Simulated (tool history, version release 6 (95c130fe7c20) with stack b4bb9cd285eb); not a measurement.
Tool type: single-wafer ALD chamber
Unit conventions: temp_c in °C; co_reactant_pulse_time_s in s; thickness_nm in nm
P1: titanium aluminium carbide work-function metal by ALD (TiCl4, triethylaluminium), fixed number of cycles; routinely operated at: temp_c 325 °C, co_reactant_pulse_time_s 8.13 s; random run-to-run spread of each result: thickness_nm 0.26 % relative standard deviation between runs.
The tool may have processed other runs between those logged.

run	hour	temp_c	co_reactant_pulse_time_s	thickness_nm
1	4.3	325	8.13	2.1398
2	10.9	325	8.13	2.1415
3	15.0	344	10.34	2.3709
4	19.4	325	12.90	2.2449
5	23.6	349	8.13	2.3416
6	27.8	325	8.13	2.1298
7	32.4	349	12.51	2.4608
8	36.1	325	8.13	2.1287
9	39.2	325	4.10	1.7116
10	42.6	301	8.13	1.9240
11	46.2	325	8.13	2.1319
12	52.6	325	8.13	2.1340
13	58.5	325	8.13	2.1265
14	62.0	325	8.13	2.1151
15	66.6	325	8.13	2.1158
16	72.6	325	8.13	2.1023
17	79.5	325	8.13	2.0891
18	84.6	325	8.13	2.0817

Expected results for the next run?
19	89.1	325	8.13	?

{"run 19": {"thickness_nm": 2.0847}}
